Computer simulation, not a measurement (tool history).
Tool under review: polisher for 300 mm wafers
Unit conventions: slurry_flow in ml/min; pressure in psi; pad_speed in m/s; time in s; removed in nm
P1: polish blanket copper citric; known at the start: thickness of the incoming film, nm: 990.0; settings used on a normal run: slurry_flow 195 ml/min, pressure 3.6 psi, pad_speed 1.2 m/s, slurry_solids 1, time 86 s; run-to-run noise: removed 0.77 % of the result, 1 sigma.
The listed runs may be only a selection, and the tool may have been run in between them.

run	day	slurry_flow	pressure	pad_speed	slurry_solids	time	wafers polished on this pad	hours since the slurry nozzle was cleaned	hours since the head pressure was calibrated	hours since the slurry blender was calibrated	removed
1	0.233	195	3.6	1.2	1	86	553	552.3	107	161.6	311.51
2	0.483	195	5.7	1.2	1	86	600	558.3	113	167.6	495.83
3	0.817	195	3.6	1.2	1.3	86	663	566.3	121	175.6	329.53
4	1.208	115	3.6	1.2	1	86	737	575.7	130.4	185	288.26
5	1.542	195	3.6	1.2	1	53	799	583.7	138.4	193	189.8
6	1.829	195	3.6	1.2	1	86	853	590.6	145.3	199.9	313.71
# day 1.983: slurry nozzle cleaned
7	2.262	195	2	1.2	1	86	935	6.7	155.7	210.3	175.99
8	2.588	195	3.6	0.58	1	86	996	14.5	163.5	218.1	155.17
9	2.929	195	3.6	1.2	0.55	86	1061	22.7	171.7	226.3	276.29
10	3.354	195	3.6	1.2	1	130	1141	32.9	181.9	236.5	471.83
11	3.721	115	2.6	1.2	1	86	1210	41.7	190.7	245.3	209.56
12	4.021	130	5.2	1.2	1	86	1266	48.9	197.9	252.5	417.63
13	4.283	195	3.6	1.2	1	86	1316	55.2	204.2	258.8	312.29
14	4.492	195	3.6	1.7	1	86	1355	60.2	209.2	263.8	436.78
15	4.792	260	3.6	1.2	1	86	1412	67.4	216.4	271	321.85
16	4.996	195	3.6	1.2	1	86	1450	72.3	221.3	275.9	315.7
17	5.192	195	3.6	1.2	1	86	1487	77	226	280.6	314.36
18	5.517	195	3.6	1.2	1	86	1548	84.8	233.8	288.4	310.05
19	5.733	195	3.6	1.2	1	86	1589	90	239	293.6	303.87
20	6.096	195	3.6	1.2	1	86	1657	98.7	247.7	302.3	302.39
# day 6.433: head pressure recalibrated
21	6.433	195	3.6	1.2	1	86	1721	106.8	0	310.4	300.03

Run 22, settings as shown, results not yet in. Your forecast:
22	6.75	195	3.6	1.2	1	86	1780	114.4	7.6	318	?

Run 22 gave removed 292.89 nm.

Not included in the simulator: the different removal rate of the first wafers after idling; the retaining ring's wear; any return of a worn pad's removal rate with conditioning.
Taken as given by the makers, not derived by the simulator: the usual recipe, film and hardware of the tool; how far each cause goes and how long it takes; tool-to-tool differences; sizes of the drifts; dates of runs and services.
